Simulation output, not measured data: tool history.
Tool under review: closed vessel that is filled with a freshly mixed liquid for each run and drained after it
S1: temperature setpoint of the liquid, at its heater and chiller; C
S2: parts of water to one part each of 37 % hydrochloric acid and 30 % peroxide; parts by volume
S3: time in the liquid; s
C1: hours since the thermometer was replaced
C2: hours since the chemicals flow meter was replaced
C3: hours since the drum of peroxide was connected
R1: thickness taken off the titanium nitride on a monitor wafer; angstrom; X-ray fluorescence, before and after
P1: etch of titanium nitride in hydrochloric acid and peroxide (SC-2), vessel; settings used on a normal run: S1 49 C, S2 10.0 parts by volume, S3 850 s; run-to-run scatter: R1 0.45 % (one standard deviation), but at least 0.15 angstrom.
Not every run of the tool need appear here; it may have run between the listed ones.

run,hour,S1,S2,S3,C1,C2,C3,R1
1,17.5,49,10.0,850,1160.7,466.2,849.1,156.4400
2,32.1,49,10.0,850,1175.3,480.8,863.7,159.2000
3,47.8,49,10.0,850,1191.0,496.5,879.4,158.5400
4,61.9,49,10.0,1490,1205.1,510.6,893.5,277.6300
5,73.7,49,10.0,850,1216.9,522.4,905.3,157.7500
6,87.1,49,16.5,850,1230.3,535.8,918.7,102.9500
# hour 96.7: new drum of peroxide connected
# hour 102.3: chemicals flow meter replaced
7,105.4,35,10.0,850,1248.6,3.2,8.8,59.2480
8,113.8,65,10.0,850,1257.0,11.6,17.2,436.8700
9,131.0,49,10.0,850,1274.2,28.8,34.4,157.4300
10,143.4,49,4.0,850,1286.6,41.2,46.8,318.9000
11,156.6,49,4.0,1415,1299.8,54.4,60.0,528.9300
12,170.1,49,10.0,35,1313.3,67.9,73.5,6.8173
13,182.2,49,10.0,850,1325.4,80.0,85.6,159.3200
14,197.6,49,10.0,850,1340.8,95.4,101.0,163.9100
15,212.7,49,10.0,850,1355.9,110.5,116.1,166.0500
16,222.3,49,10.0,850,1365.5,120.1,125.7,168.8100
17,231.8,49,10.0,850,1375.0,129.6,135.2,171.5100
18,242.5,49,10.0,850,1385.7,140.3,145.9,171.7400
19,253.0,49,10.0,850,1396.2,150.8,156.4,173.2000
20,269.7,49,10.0,850,1412.9,167.5,173.1,172.6400
21,285.3,49,10.0,850,1428.5,183.1,188.7,173.5000
22,298.6,49,10.0,850,1441.8,196.4,202.0,173.7500
23,311.2,49,10.0,850,1454.4,209.0,214.6,174.6100

The log shows P1 creeping away from where it was. Any of the 2 causes listed here, at the size stated for it, fits the log just as well as the others:
A: liquid hotter than its thermometer reads (K) = 1.36
B: chemicals flow above the setpoint (%) = 11.6
The gradual shift began around hour 182.2.
Excluded causes, each with its reason:
peroxide weaker than its label (%): at most 8, giving a -7.4 % change in R1: too small, or against the direction of the creep

Below are 4 check runs, each averaged over 3 wafers, with their results shown as question marks. Which of them would give clearly different results depending on which cause is behind the drift?
check 1,323.8,38.5,4.5,850,,,,?
check 2,323.8,56.5,10.0,1450,,,,?
check 3,323.8,64.0,6.5,850,,,,?
check 4,323.8,39.0,10.0,125,,,,?

Predicted outcomes, by check and by cause:
check,result,if A,if B
check 1,R1,155.4700,152.0300
check 2,R1,481.5600,483.3800
check 3,R1,635.1300,635.0700
check 4,R1,12.8310,12.7520
Gap, in per cent, between the two causes that each check separates least, read from the result that separates them most: check 1 2.23 %; check 2 0.38 %; check 3 0.01 %; check 4 0.62 %
Only check 1 tells the causes apart: in the others they would give nearly the same result.

After running check 1, the following was obtained: R1 151.7600 angstrom. Which cause does this point to?

The cause is B: chemicals flow above the setpoint (%).

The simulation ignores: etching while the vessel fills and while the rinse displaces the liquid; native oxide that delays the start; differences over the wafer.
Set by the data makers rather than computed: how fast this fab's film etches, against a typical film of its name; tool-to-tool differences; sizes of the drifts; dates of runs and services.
